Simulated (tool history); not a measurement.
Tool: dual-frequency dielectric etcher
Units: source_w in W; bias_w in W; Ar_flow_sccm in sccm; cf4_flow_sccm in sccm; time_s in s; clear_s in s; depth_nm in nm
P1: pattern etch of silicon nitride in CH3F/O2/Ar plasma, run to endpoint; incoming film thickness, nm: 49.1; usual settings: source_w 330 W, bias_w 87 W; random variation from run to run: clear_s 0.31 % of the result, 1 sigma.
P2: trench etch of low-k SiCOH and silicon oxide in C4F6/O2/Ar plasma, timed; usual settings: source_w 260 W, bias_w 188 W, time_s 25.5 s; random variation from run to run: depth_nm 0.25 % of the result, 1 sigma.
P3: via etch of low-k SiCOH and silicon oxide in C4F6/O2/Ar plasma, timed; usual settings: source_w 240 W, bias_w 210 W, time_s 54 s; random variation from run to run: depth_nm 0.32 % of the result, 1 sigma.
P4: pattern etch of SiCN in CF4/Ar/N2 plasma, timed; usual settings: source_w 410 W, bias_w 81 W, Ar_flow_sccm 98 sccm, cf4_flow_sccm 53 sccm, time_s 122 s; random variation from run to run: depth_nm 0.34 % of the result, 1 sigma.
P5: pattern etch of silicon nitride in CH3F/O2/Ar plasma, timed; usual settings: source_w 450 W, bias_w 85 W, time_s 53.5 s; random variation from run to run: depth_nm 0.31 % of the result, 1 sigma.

{"run": 1, "hour": 3.1, "process": "P1", "source_w": 330, "bias_w": 87, "clear_s": 72.345}
{"run": 2, "hour": 7.2, "process": "P1", "source_w": 400, "bias_w": 87, "clear_s": 66.814}
{"run": 3, "hour": 11.2, "process": "P4", "source_w": 410, "bias_w": 81, "Ar_flow_sccm": 98, "cf4_flow_sccm": 53, "time_s": 122, "depth_nm": 95.815}
{"run": 4, "hour": 14.4, "process": "P1", "source_w": 200, "bias_w": 112, "clear_s": 79.386}
{"run": 5, "hour": 18.7, "process": "P4", "source_w": 410, "bias_w": 81, "Ar_flow_sccm": 98, "cf4_flow_sccm": 63, "time_s": 122, "depth_nm": 97.403}
{"run": 6, "hour": 21.0, "process": "P4", "source_w": 410, "bias_w": 81, "Ar_flow_sccm": 98, "cf4_flow_sccm": 53, "time_s": 81, "depth_nm": 62.895}
{"run": 7, "hour": 24.3, "process": "P2", "source_w": 260, "bias_w": 188, "time_s": 19, "depth_nm": 51.592}
{"run": 8, "hour": 26.8, "process": "P4", "source_w": 560, "bias_w": 81, "Ar_flow_sccm": 98, "cf4_flow_sccm": 53, "time_s": 122, "depth_nm": 125.3}
{"run": 9, "hour": 29.8, "process": "P1", "source_w": 240, "bias_w": 87, "clear_s": 81.991}
{"run": 10, "hour": 34.2, "process": "P3", "source_w": 300, "bias_w": 210, "time_s": 54, "depth_nm": 123.65}
{"run": 11, "hour": 36.7, "process": "P3", "source_w": 240, "bias_w": 210, "time_s": 54, "depth_nm": 113.6}
{"run": 12, "hour": 39.5, "process": "P5", "source_w": 450, "bias_w": 56, "time_s": 53.5, "depth_nm": 37.167}
{"run": 13, "hour": 43.1, "process": "P5", "source_w": 620, "bias_w": 85, "time_s": 53.5, "depth_nm": 48.451}
{"run": 14, "hour": 46.4, "process": "P2", "source_w": 170, "bias_w": 188, "time_s": 25.5, "depth_nm": 58.923}
{"run": 15, "hour": 50.8, "process": "P1", "source_w": 330, "bias_w": 114, "clear_s": 65.241}
{"run": 16, "hour": 55.3, "process": "P4", "source_w": 410, "bias_w": 113, "Ar_flow_sccm": 98, "cf4_flow_sccm": 53, "time_s": 122, "depth_nm": 108.53}
{"run": 17, "hour": 59.2, "process": "P1", "source_w": 330, "bias_w": 87, "clear_s": 72.238}
{"run": 18, "hour": 62.9, "process": "P1", "source_w": 330, "bias_w": 87, "clear_s": 71.951}
{"run": 19, "hour": 66.2, "process": "P1", "source_w": 410, "bias_w": 54, "clear_s": 78.386}
{"run": 20, "hour": 69.8, "process": "P4", "source_w": 410, "bias_w": 81, "Ar_flow_sccm": 125, "cf4_flow_sccm": 53, "time_s": 122, "depth_nm": 91.735}
{"run": 21, "hour": 74.2, "process": "P1", "source_w": 330, "bias_w": 61, "clear_s": 81.467}
{"run": 22, "hour": 78.4, "process": "P3", "source_w": 240, "bias_w": 142, "time_s": 54, "depth_nm": 99.318}
{"run": 23, "hour": 81.5, "process": "P1", "source_w": 330, "bias_w": 87, "clear_s": 71.881}
{"run": 24, "hour": 85.2, "process": "P1", "source_w": 330, "bias_w": 87, "clear_s": 72.372}
{"run": 25, "hour": 89.7, "process": "P5", "source_w": 450, "bias_w": 85, "time_s": 53.5, "depth_nm": 42.945}
{"run": 26, "hour": 91.8, "process": "P5", "source_w": 450, "bias_w": 85, "time_s": 39.5, "depth_nm": 31.601}
{"run": 27, "hour": 95.7, "process": "P3", "source_w": 240, "bias_w": 210, "time_s": 33, "depth_nm": 69.24}
{"run": 28, "hour": 97.9, "process": "P2", "source_w": 260, "bias_w": 224, "time_s": 25.5, "depth_nm": 72.948}
{"run": 29, "hour": 102.1, "process": "P5", "source_w": 450, "bias_w": 85, "time_s": 53.5, "depth_nm": 42.801}
{"run": 30, "hour": 105.3, "process": "P2", "source_w": 260, "bias_w": 188, "time_s": 25.5, "depth_nm": 68.97}
{"run": 31, "hour": 109.9, "process": "P1", "source_w": 330, "bias_w": 87, "clear_s": 72.485}
{"run": 32, "hour": 112.6, "process": "P1", "source_w": 330, "bias_w": 87, "clear_s": 71.731}
{"run": 33, "hour": 116.7, "process": "P1", "source_w": 330, "bias_w": 87, "clear_s": 71.55}
{"run": 34, "hour": 121.3, "process": "P1", "source_w": 330, "bias_w": 87, "clear_s": 71.339}
{"hour": 122.8, "done": "wet clean of the chamber"}
{"run": 35, "hour": 124.2, "process": "P1", "source_w": 330, "bias_w": 87, "clear_s": 71.268}
{"run": 36, "hour": 127.1, "process": "P1", "source_w": 330, "bias_w": 87, "clear_s": 71.661}
{"run": 37, "hour": 129.6, "process": "P1", "source_w": 330, "bias_w": 87, "clear_s": 70.99}
{"run": 38, "hour": 133.9, "process": "P1", "source_w": 330, "bias_w": 87, "clear_s": 70.935}
{"run": 39, "hour": 136.6, "process": "P1", "source_w": 330, "bias_w": 87, "clear_s": 71.158}

What P1 gives has crept away from where it was. These 2 causes fit the log equally well, each at the size given:
A: bias power that arrives over what is set, % = 4.34
B: source power that arrives over what is set, % = 4.21
The creep began at about hour 109.9.
Why every other cause is out:
chamber walls in a state that raises the etch rate, %: serviced at hour 122.8, which brought nothing back

4 check runs are offered, each on 2 wafers whose results are averaged, their results left as question marks. Which one tells the causes apart?
{"run": "check 1", "hour": 139.3, "process": "P5", "source_w": 450, "bias_w": 85, "time_s": 53.5, "depth_nm": "?"}
{"run": "check 2", "hour": 139.3, "process": "P3", "source_w": 240, "bias_w": 210, "time_s": 54, "depth_nm": "?"}
{"run": "check 3", "hour": 139.3, "process": "P2", "source_w": 260, "bias_w": 188, "time_s": 25.5, "depth_nm": "?"}
{"run": "check 4", "hour": 139.3, "process": "P4", "source_w": 410, "bias_w": 81, "Ar_flow_sccm": 98, "cf4_flow_sccm": 53, "time_s": 122, "depth_nm": "?"}

What each check would give under each cause:
check=check_1 result=depth_nm if_A=43.474 if_B=43.496
check=check_2 result=depth_nm if_A=114.78 if_B=114.93
check=check_3 result=depth_nm if_A=69.961 if_B=70.091
check=check_4 result=depth_nm if_A=96.798 if_B=98.76
How far apart the two closest causes lie, in the result that separates them most: check 1 0.05 %; check 2 0.14 %; check 3 0.19 %; check 4 2.01 %
Only check 4 tells the causes apart: in the others they would give nearly the same result.

Then check 4 was run and gave: depth_nm 96.867 nm. Which cause is it?

It is A: bias power that arrives over what is set, %.
